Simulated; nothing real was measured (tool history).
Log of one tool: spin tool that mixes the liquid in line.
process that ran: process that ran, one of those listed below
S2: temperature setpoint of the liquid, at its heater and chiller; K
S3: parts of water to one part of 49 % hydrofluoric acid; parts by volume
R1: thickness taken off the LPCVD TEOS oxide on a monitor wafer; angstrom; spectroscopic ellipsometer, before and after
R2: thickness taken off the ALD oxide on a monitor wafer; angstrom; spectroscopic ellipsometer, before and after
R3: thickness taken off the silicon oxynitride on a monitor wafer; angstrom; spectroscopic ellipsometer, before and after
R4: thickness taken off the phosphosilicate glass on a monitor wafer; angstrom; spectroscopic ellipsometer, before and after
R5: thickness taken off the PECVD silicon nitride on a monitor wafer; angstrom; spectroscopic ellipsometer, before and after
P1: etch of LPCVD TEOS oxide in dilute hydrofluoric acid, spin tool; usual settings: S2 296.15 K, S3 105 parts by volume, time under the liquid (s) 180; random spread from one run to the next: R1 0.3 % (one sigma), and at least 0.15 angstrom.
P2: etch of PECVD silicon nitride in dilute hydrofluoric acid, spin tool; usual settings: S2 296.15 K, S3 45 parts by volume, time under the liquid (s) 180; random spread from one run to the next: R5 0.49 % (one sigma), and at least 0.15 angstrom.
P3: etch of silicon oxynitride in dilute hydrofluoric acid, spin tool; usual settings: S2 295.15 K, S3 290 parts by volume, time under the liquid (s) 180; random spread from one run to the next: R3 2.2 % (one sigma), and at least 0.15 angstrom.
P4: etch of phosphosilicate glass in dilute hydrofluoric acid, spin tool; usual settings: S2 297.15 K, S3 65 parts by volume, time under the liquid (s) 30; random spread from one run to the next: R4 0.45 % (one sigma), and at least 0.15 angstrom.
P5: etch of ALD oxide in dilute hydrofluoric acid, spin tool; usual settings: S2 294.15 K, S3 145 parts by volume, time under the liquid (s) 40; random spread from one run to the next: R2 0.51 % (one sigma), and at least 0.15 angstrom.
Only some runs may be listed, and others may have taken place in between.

run 1 day=0.696 | process_that_ran=P1 S2=296.15 S3=105 time_under_the_liquid_(s)=180 | R1=436.1
run 2 day=1.2 | process_that_ran=P1 S2=296.15 S3=105 time_under_the_liquid_(s)=180 | R1=434.4
run 3 day=1.754 | process_that_ran=P5 S2=294.15 S3=145 time_under_the_liquid_(s)=15 | R2=14.848
run 4 day=2.133 | process_that_ran=P1 S2=296.15 S3=105 time_under_the_liquid_(s)=180 | R1=436.49
run 5 day=2.546 | process_that_ran=P3 S2=295.15 S3=290 time_under_the_liquid_(s)=180 | R3=11.374
run 6 day=3.212 | process_that_ran=P1 S2=301.15 S3=105 time_under_the_liquid_(s)=285 | R1=842.59
run 7 day=3.679 | process_that_ran=P5 S2=302.15 S3=145 time_under_the_liquid_(s)=40 | R2=53.55
run 8 day=4.162 | process_that_ran=P1 S2=296.15 S3=105 time_under_the_liquid_(s)=330 | R1=796.19
run 9 day=4.733 | process_that_ran=P4 S2=297.15 S3=65 time_under_the_liquid_(s)=30 | R4=373.7
run 10 day=5.138 | process_that_ran=P3 S2=295.15 S3=290 time_under_the_liquid_(s)=70 | R3=3.9745
run 11 day=5.825 | process_that_ran=P3 S2=295.15 S3=290 time_under_the_liquid_(s)=180 | R3=10.726
run 12 day=6.508 | process_that_ran=P4 S2=290.15 S3=65 time_under_the_liquid_(s)=30 | R4=279.52
run 13 day=7.088 | process_that_ran=P2 S2=296.15 S3=45 time_under_the_liquid_(s)=180 | R5=74.842
run 14 day=7.654 | process_that_ran=P4 S2=297.15 S3=65 time_under_the_liquid_(s)=15 | R4=187.8
run 15 day=8.2 | process_that_ran=P2 S2=304.15 S3=45 time_under_the_liquid_(s)=180 | R5=125.94
run 16 day=8.562 | process_that_ran=P1 S2=296.15 S3=65 time_under_the_liquid_(s)=180 | R1=741.12
run 17 day=9.042 | process_that_ran=P1 S2=296.15 S3=105 time_under_the_liquid_(s)=180 | R1=434.11
run 18 day=9.4 | process_that_ran=P5 S2=294.15 S3=145 time_under_the_liquid_(s)=40 | R2=39.344
run 19 day=9.812 | process_that_ran=P2 S2=296.15 S3=45 time_under_the_liquid_(s)=275 | R5=113.46
run 20 day=10.183 | process_that_ran=P1 S2=296.15 S3=105 time_under_the_liquid_(s)=180 | R1=436.73
run 21 day=10.804 | process_that_ran=P3 S2=302.15 S3=290 time_under_the_liquid_(s)=180 | R3=14.496
run 22 day=11.196 | process_that_ran=P2 S2=296.15 S3=65 time_under_the_liquid_(s)=180 | R5=51.488

Run 23, settings as shown, results not yet in. Your forecast:
run 23 day=11.812 | process_that_ran=P4 S2=297.15 S3=40 time_under_the_liquid_(s)=30 | R4=?

For run 23 the tool returned R4 633.64 angstrom.
